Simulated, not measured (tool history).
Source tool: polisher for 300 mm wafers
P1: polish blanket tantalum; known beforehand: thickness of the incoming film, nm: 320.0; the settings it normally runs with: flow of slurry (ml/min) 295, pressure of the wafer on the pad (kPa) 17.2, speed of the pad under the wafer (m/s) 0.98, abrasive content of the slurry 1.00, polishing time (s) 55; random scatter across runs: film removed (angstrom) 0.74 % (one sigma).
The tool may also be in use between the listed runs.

run,hour,flow of slurry (ml/min),pressure of the wafer on the pad (kPa),speed of the pad under the wafer (m/s),abrasive content of the slurry,polishing time (s),wafers polished on this pad,hours since the slurry nozzle was cleaned,hours since the head pressure was calibrated,hours since the slurry blender was calibrated,film removed (angstrom)
1,8.7,295,17.2,0.98,1.00,55,508,245.5,265.5,234.8,1128.00
2,14.3,295,17.2,0.98,1.00,69,583,251.1,271.1,240.4,1427.60
3,26.6,450,17.2,0.98,1.00,55,748,263.4,283.4,252.7,1166.60
# hour 33.0: head pressure recalibrated
4,34.5,295,17.2,0.98,1.00,55,854,271.3,1.5,260.6,1142.10
5,43.6,455,17.2,1.26,1.00,55,976,280.4,10.6,269.7,1477.20
6,52.6,295,17.2,0.98,0.65,55,1096,289.4,19.6,278.7,983.06
7,60.8,295,17.2,0.98,1.00,55,1206,297.6,27.8,286.9,1126.50
8,67.6,295,17.2,0.98,1.00,55,1298,304.4,34.6,293.7,1124.50
9,74.1,295,17.2,1.46,1.00,55,1385,310.9,41.1,300.2,1674.10
10,79.8,295,17.2,0.98,1.35,55,1461,316.6,46.8,305.9,1221.10
11,87.5,295,17.2,0.98,1.00,55,1564,324.3,54.5,313.6,1117.00
12,99.3,295,26.2,0.98,1.00,55,1723,336.1,66.3,325.4,1723.90
13,108.8,295,17.2,0.44,1.00,55,1850,345.6,75.8,334.9,508.27
14,116.6,175,17.2,0.98,1.00,55,1955,353.4,83.6,342.7,1054.10
15,128.5,295,8.3,0.98,1.00,55,2114,365.3,95.5,354.6,545.44
16,138.5,295,17.2,0.98,1.00,39,2248,375.3,105.5,364.6,797.34
17,150.0,295,17.2,0.98,1.00,55,2403,386.8,117.0,376.1,1134.80
18,162.3,295,17.2,0.98,1.00,55,2568,399.1,129.3,388.4,1087.00
19,168.1,295,17.2,0.98,1.00,55,2645,404.9,135.1,394.2,1083.20
20,177.3,295,17.2,0.98,1.00,55,2769,414.1,144.3,403.4,1062.10
21,186.6,295,17.2,0.98,1.00,55,2894,423.4,153.6,412.7,1043.50
# hour 187.0: slurry nozzle cleaned
# hour 193.5: head pressure recalibrated
22,196.4,295,17.2,0.98,1.00,55,3025,9.5,3.0,422.5,1040.40
23,205.6,295,17.2,0.98,1.00,55,3148,18.7,12.2,431.7,1035.20

Predict the results of run 24:
24,212.1,295,17.2,0.98,1.00,55,3235,25.2,18.7,438.2,?

{"run 24": {"film removed (angstrom)": 1030.8}}
